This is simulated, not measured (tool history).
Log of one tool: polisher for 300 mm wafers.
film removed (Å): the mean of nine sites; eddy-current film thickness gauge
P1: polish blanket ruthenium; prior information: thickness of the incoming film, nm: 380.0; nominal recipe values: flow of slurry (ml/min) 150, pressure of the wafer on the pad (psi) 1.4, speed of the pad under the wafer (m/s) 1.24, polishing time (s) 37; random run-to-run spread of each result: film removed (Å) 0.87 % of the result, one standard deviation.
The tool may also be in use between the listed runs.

run	hour	flow of slurry (ml/min)	pressure of the wafer on the pad (psi)	speed of the pad under the wafer (m/s)	polishing time (s)	wafers polished on this pad	hours since the slurry nozzle was cleaned	hours since the head pressure was calibrated	film removed (Å)
1	2.8	150	1.4	1.24	37	319	213.2	285.0	375.45
2	6.0	150	1.4	1.24	37	371	216.4	288.2	369.05
3	10.1	150	1.4	1.24	37	438	220.5	292.3	370.62
4	14.4	150	1.4	1.24	54	508	224.8	296.6	548.87
5	18.5	150	0.8	1.24	37	575	228.9	300.7	214.23
6	20.6	150	1.4	0.60	37	609	231.0	302.8	181.07
7	24.5	95	1.4	1.24	17	673	234.9	306.7	155.33
8	27.0	100	1.4	1.24	47	714	237.4	309.2	438.51
9	29.1	150	1.4	1.56	37	748	239.5	311.3	476.32
10	33.1	150	1.4	1.24	37	814	243.5	315.3	376.96
11	35.0	150	2.2	1.24	37	845	245.4	317.2	588.41
12	37.1	225	1.4	1.24	37	879	247.5	319.3	399.86
13	40.1	150	1.4	1.24	17	928	250.5	322.3	172.35
14	43.3	150	1.4	1.24	37	980	253.7	325.5	377.58
15	45.5	150	2.1	1.24	48	1016	255.9	327.7	729.23
16	48.9	150	1.4	1.24	37	1072	259.3	331.1	369.30
17	52.5	90	1.4	1.24	37	1131	262.9	334.7	329.42
18	54.8	150	1.4	1.24	37	1168	265.2	337.0	370.95
19	59.0	150	1.4	1.24	37	1237	269.4	341.2	354.32
20	62.2	150	1.4	1.24	37	1289	272.6	344.4	339.62
# hour 65.7: worn pad replaced by a new one
21	66.5	150	1.4	1.24	37	13	276.9	348.7	338.66
22	69.2	150	1.4	1.24	37	57	279.6	351.4	337.93
23	72.4	150	1.4	1.24	37	109	282.8	354.6	334.49
24	75.3	150	1.4	1.24	37	157	285.7	357.5	338.10
25	78.0	150	1.4	1.24	37	201	288.4	360.2	339.15

The output of P1 has drifted from where it used to be. Each of the 2 causes below, taken at the size shown beside it, accounts for the log equally well:
A: slurry flow missing at the pad, % = 38.7
B: head's pressure below its setpoint, % = 10.2
Creep in the process output first set in at about hour 54.8.
All other causes, with the reason each is excluded:
removal rate lost through wear of the pad, %: serviced at hour 65.7, after the change had begun; the process did not return to its earlier output

Consider the 4 check runs below, whose results appear as question marks and each of which averages 5 wafers. Which one distinguishes the causes, in that each cause would give it a clearly different result?
check 1	80.7	115	2.0	1.24	37				?
check 2	80.7	150	0.8	1.24	18				?
check 3	80.7	150	2.2	1.24	37				?
check 4	80.7	150	1.4	0.76	19				?

If the cause were each of the candidates in turn, the checks would give the following:
check	result	if A	if B
check 1	film removed (Å)	443.870	456.280
check 2	film removed (Å)	93.611	93.548
check 3	film removed (Å)	529.160	528.810
check 4	film removed (Å)	105.980	105.910
Distance between the nearest two causes, measured in the result of the check that separates them most: check 1 2.76 %; check 2 0.07 %; check 3 0.07 %; check 4 0.07 %
Only in check 1 would the causes give clearly different results; in the remaining checks their results would be nearly the same.

With check 1 done, the readings were: film removed (Å) 456.650. Identify which of the listed causes applies.

It is B: head's pressure below its setpoint, %.

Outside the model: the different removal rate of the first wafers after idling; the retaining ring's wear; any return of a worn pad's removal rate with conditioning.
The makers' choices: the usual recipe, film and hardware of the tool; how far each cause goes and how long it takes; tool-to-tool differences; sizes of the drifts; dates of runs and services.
